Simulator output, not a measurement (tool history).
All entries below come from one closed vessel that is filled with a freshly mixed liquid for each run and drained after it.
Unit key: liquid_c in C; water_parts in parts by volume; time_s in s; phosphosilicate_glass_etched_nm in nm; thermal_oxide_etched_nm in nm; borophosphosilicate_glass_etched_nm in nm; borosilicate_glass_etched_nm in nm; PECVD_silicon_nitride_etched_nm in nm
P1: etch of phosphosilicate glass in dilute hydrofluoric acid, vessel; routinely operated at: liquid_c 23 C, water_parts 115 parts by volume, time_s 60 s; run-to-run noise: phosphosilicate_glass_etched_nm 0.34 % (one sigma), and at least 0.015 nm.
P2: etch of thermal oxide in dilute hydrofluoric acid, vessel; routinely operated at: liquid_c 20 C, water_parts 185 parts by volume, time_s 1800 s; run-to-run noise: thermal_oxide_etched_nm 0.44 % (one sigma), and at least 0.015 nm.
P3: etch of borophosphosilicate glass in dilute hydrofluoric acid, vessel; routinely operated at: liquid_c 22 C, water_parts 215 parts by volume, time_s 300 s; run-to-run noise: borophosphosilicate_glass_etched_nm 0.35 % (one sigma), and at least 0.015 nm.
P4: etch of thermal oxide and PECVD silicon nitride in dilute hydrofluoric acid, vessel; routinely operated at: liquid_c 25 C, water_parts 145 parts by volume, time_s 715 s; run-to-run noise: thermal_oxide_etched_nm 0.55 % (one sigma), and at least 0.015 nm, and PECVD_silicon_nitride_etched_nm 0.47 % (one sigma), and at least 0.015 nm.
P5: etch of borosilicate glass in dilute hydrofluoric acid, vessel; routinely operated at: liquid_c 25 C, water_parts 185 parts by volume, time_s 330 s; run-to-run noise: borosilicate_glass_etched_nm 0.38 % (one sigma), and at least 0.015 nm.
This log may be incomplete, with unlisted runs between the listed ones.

| run | hour | process | liquid_c | water_parts | time_s | hours since the thermometer was replaced | hours since the hydrofluoric acid flow meter was replaced | phosphosilicate_glass_etched_nm | thermal_oxide_etched_nm | borophosphosilicate_glass_etched_nm | borosilicate_glass_etched_nm | PECVD_silicon_nitride_etched_nm |
|---|---|---|---|---|---|---|---|---|---|---|---|---|
| 1 | 8.0 | P1 | 23 | 115 | 60 | 1076.6 | 402.0 | 70.710 |  |  |  |  |
| 2 | 22.2 | P1 | 23 | 60 | 60 | 1090.8 | 416.2 | 144.120 |  |  |  |  |
| 3 | 40.2 | P1 | 23 | 115 | 60 | 1108.8 | 434.2 | 70.669 |  |  |  |  |
| 4 | 57.7 | P2 | 17 | 185 | 1800 | 1126.3 | 451.7 |  | 33.244 |  |  |  |
| 5 | 71.8 | P3 | 22 | 215 | 485 | 1140.4 | 465.8 |  |  | 71.290 |  |  |
| 6 | 87.2 | P1 | 26 | 40 | 60 | 1155.8 | 481.2 | 254.470 |  |  |  |  |
| 7 | 96.7 | P5 | 25 | 185 | 330 | 1165.3 | 490.7 |  |  |  | 46.369 |  |
| 8 | 109.2 | P1 | 23 | 115 | 30 | 1177.8 | 503.2 | 35.417 |  |  |  |  |
| 9 | 117.3 | P1 | 30 | 115 | 60 | 1185.9 | 511.3 | 92.864 |  |  |  |  |
| 10 | 128.0 | P3 | 22 | 215 | 300 | 1196.6 | 522.0 |  |  | 43.555 |  |  |
| 11 | 142.9 | P2 | 20 | 185 | 2830 | 1211.5 | 536.9 |  | 58.329 |  |  |  |
| 12 | 151.5 | P5 | 25 | 185 | 330 | 1220.1 | 545.5 |  |  |  | 46.191 |  |
| 13 | 164.9 | P1 | 23 | 115 | 115 | 1233.5 | 558.9 | 135.230 |  |  |  |  |
| 14 | 177.6 | P1 | 19 | 115 | 60 | 1246.2 | 571.6 | 59.820 |  |  |  |  |
| 15 | 188.0 | P1 | 23 | 115 | 60 | 1256.6 | 582.0 | 70.752 |  |  |  |  |
| 16 | 202.0 | P1 | 23 | 165 | 60 | 1270.6 | 596.0 | 46.698 |  |  |  |  |
| 17 | 215.9 | P1 | 23 | 115 | 60 | 1284.5 | 609.9 | 70.495 |  |  |  |  |
| 18 | 225.8 | P1 | 31 | 180 | 60 | 1294.4 | 619.8 | 55.930 |  |  |  |  |
| 19 | 239.6 | P4 | 25 | 245 | 715 | 1308.2 | 633.6 |  | 11.902 |  |  | 8.183 |
| 20 | 257.3 | P2 | 20 | 185 | 1800 | 1325.9 | 651.3 |  | 37.411 |  |  |  |

Predict the results of run 21:
| 21 | 270.8 | P5 | 17 | 185 | 330 | 1339.4 | 664.8 |  |  |  | ? |  |

borosilicate_glass_etched_nm: 33.972 nm

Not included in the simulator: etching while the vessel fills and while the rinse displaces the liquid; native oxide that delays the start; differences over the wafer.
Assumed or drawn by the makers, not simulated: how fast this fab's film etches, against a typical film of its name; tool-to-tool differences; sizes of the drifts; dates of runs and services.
